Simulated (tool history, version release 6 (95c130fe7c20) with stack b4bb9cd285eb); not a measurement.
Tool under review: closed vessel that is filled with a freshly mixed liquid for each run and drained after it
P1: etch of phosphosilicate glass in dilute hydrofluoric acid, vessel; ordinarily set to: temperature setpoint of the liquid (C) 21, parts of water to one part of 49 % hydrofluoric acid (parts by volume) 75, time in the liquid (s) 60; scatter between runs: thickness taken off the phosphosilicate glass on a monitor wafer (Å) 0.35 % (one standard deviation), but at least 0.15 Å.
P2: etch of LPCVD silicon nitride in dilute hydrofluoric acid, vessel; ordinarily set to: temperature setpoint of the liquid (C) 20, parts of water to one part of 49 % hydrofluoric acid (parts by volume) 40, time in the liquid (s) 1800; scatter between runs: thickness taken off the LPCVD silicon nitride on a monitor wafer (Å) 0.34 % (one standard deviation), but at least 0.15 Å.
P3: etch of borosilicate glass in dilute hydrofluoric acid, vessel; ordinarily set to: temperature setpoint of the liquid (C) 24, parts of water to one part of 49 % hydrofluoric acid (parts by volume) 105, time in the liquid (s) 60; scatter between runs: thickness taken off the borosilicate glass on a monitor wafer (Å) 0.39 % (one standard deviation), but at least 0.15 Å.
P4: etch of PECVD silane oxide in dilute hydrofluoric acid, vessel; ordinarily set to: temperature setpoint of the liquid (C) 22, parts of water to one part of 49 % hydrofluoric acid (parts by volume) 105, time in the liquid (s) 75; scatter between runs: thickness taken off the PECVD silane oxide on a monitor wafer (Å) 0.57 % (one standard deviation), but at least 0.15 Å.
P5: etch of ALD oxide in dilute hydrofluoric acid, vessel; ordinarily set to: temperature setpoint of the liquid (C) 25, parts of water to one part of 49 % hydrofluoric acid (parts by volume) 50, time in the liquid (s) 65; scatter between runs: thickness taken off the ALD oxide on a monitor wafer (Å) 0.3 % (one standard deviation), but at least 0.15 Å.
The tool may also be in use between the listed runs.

| run | day | process that ran | temperature setpoint of the liquid (C) | parts of water to one part of 49 % hydrofluoric acid (parts by volume) | time in the liquid (s) | hours since the thermometer was replaced | hours since the hydrofluoric acid flow meter was replaced | thickness taken off the phosphosilicate glass on a monitor wafer (Å) | thickness taken off the ALD oxide on a monitor wafer (Å) | thickness taken off the PECVD silane oxide on a monitor wafer (Å) | thickness taken off the LPCVD silicon nitride on a monitor wafer (Å) | thickness taken off the borosilicate glass on a monitor wafer (Å) |
|---|---|---|---|---|---|---|---|---|---|---|---|---|
| 1 | 0.146 | P1 | 21 | 75 | 60 | 314.6 | 908.8 | 972.01 |  |  |  |  |
| 2 | 0.346 | P5 | 30 | 50 | 65 | 319.4 | 913.6 |  | 277.99 |  |  |  |
| 3 | 0.475 | P4 | 22 | 105 | 75 | 322.5 | 916.7 |  |  | 120.21 |  |  |
| 4 | 0.667 | P5 | 25 | 50 | 65 | 327.1 | 921.3 |  | 227.19 |  |  |  |
| 5 | 0.888 | P5 | 25 | 20 | 65 | 332.4 | 926.6 |  | 597.1 |  |  |  |
| 6 | 1.088 | P2 | 20 | 40 | 3350 | 337.2 | 931.4 |  |  |  | 295.59 |  |
| 7 | 1.262 | P1 | 17 | 75 | 60 | 341.4 | 935.6 | 824.98 |  |  |  |  |
| 8 | 1.462 | P1 | 21 | 75 | 115 | 346.2 | 940.4 | 1869.7 |  |  |  |  |
| 9 | 1.667 | P2 | 20 | 70 | 1800 | 351.1 | 945.3 |  |  |  | 91.868 |  |
| 10 | 1.8 | P1 | 21 | 75 | 60 | 354.3 | 948.5 | 972.41 |  |  |  |  |
| 11 | 2.017 | P1 | 21 | 75 | 60 | 359.5 | 953.7 | 978.84 |  |  |  |  |
| 12 | 2.246 | P3 | 17 | 105 | 60 | 365 | 959.2 |  |  |  |  | 124.65 |
| 13 | 2.35 | P3 | 24 | 105 | 60 | 367.5 | 961.7 |  |  |  |  | 167.79 |
| 14 | 2.5 | P5 | 25 | 50 | 65 | 371.1 | 965.3 |  | 227.29 |  |  |  |
| 15 | 2.612 | P1 | 21 | 75 | 30 | 373.8 | 968 | 486.01 |  |  |  |  |
| 16 | 2.783 | P4 | 17 | 105 | 75 | 377.9 | 972.1 |  |  | 97.397 |  |  |
| 17 | 2.988 | P4 | 22 | 105 | 75 | 382.8 | 977 |  |  | 121.08 |  |  |
| 18 | 3.212 | P3 | 24 | 50 | 60 | 388.2 | 982.4 |  |  |  |  | 378.93 |
| 19 | 3.35 | P1 | 21 | 75 | 60 | 391.5 | 985.7 | 973.72 |  |  |  |  |
| 20 | 3.508 | P1 | 21 | 75 | 60 | 395.3 | 989.5 | 982.24 |  |  |  |  |
| 21 | 3.646 | P1 | 25 | 75 | 35 | 398.6 | 992.8 | 673.19 |  |  |  |  |
|  | 3.725 | hydrofluoric acid flow meter replaced |
| 22 | 3.758 | P1 | 21 | 135 | 60 | 401.3 | 0.9 | 504.32 |  |  |  |  |
| 23 | 3.958 | P2 | 17 | 40 | 1800 | 406.1 | 5.7 |  |  |  | 129 |  |
| 24 | 4.175 | P2 | 20 | 40 | 1800 | 411.3 | 10.9 |  |  |  | 158.72 |  |
| 25 | 4.283 | P3 | 24 | 105 | 90 | 413.9 | 13.5 |  |  |  |  | 252.28 |
| 26 | 4.471 | P1 | 21 | 75 | 60 | 418.4 | 18 | 975.04 |  |  |  |  |
| 27 | 4.667 | P1 | 21 | 75 | 60 | 423.1 | 22.7 | 973.79 |  |  |  |  |
| 28 | 4.775 | P4 | 22 | 35 | 75 | 425.7 | 25.3 |  |  | 391.6 |  |  |
| 29 | 4.883 | P1 | 25.5 | 75 | 60 | 428.3 | 27.9 | 1165 |  |  |  |  |
| 30 | 5.096 | P5 | 25 | 50 | 30 | 433.4 | 33 |  | 105.2 |  |  |  |
| 31 | 5.217 | P4 | 22 | 105 | 125 | 436.3 | 35.9 |  |  | 201.88 |  |  |
| 32 | 5.442 | P1 | 21 | 45 | 60 | 441.7 | 41.3 | 1679.2 |  |  |  |  |
| 33 | 5.638 | P1 | 21 | 75 | 60 | 446.4 | 46 | 970.24 |  |  |  |  |
| 34 | 5.742 | P1 | 21 | 75 | 60 | 448.9 | 48.5 | 949.88 |  |  |  |  |
| 35 | 5.917 | P1 | 21 | 75 | 60 | 453.1 | 52.7 | 921.51 |  |  |  |  |
| 36 | 6.05 | P1 | 21 | 75 | 60 | 456.3 | 55.9 | 904.69 |  |  |  |  |
| 37 | 6.179 | P1 | 21 | 75 | 60 | 459.4 | 59 | 907.95 |  |  |  |  |
| 38 | 6.388 | P1 | 21 | 75 | 60 | 464.4 | 64 | 891.48 |  |  |  |  |
| 39 | 6.508 | P1 | 21 | 75 | 60 | 467.3 | 66.9 | 887.72 |  |  |  |  |
| 40 | 6.725 | P1 | 21 | 75 | 60 | 472.5 | 72.1 | 893.74 |  |  |  |  |
| 41 | 6.85 | P1 | 21 | 75 | 60 | 475.5 | 75.1 | 891.34 |  |  |  |  |

P1 has crept away from where it was. The log is fitted equally well by each of these 2 causes, at the sizes shown:
A: liquid colder than its thermometer reads (K) = 2.14
B: hydrofluoric acid flow below the setpoint (%) = 7.86
The gradual shift began around day 5.638.

Below are 4 check runs, each on a single wafer, with their results shown as question marks. Which of them would tell the listed causes apart, meaning the causes would give clearly different results under it?
| check 1 | 6.975 | P4 | 22 | 60 | 105 |  |  |  |  | ? |  |  |
| check 2 | 6.975 | P5 | 29 | 50 | 65 |  |  |  | ? |  |  |  |
| check 3 | 6.975 | P3 | 18 | 105 | 85 |  |  |  |  |  |  | ? |
| check 4 | 6.975 | P2 | 20 | 40 | 3275 |  |  |  |  |  | ? |  |

How each check would come out, cause by cause:
| check | result | if A | if B |
|---|---|---|---|
| check 1 | thickness taken off the PECVD silane oxide on a monitor wafer (Å) | 284.95 | 285.34 |
| check 2 | thickness taken off the ALD oxide on a monitor wafer (Å) | 245.71 | 244.98 |
| check 3 | thickness taken off the borosilicate glass on a monitor wafer (Å) | 169.42 | 169.21 |
| check 4 | thickness taken off the LPCVD silicon nitride on a monitor wafer (Å) | 248.23 | 266.54 |
Gap, in per cent, between the two causes that each check separates least, read from the result that separates them most: check 1 0.13 %; check 2 0.3 %; check 3 0.12 %; check 4 7.12 %
Only check 4 tells the causes apart: in the others they would give nearly the same result.

Running check 4 produced the following: thickness taken off the LPCVD silicon nitride on a monitor wafer (Å) 267.04. Which one of the listed causes fits?

Of the candidate causes, it is B: hydrofluoric acid flow below the setpoint (%).
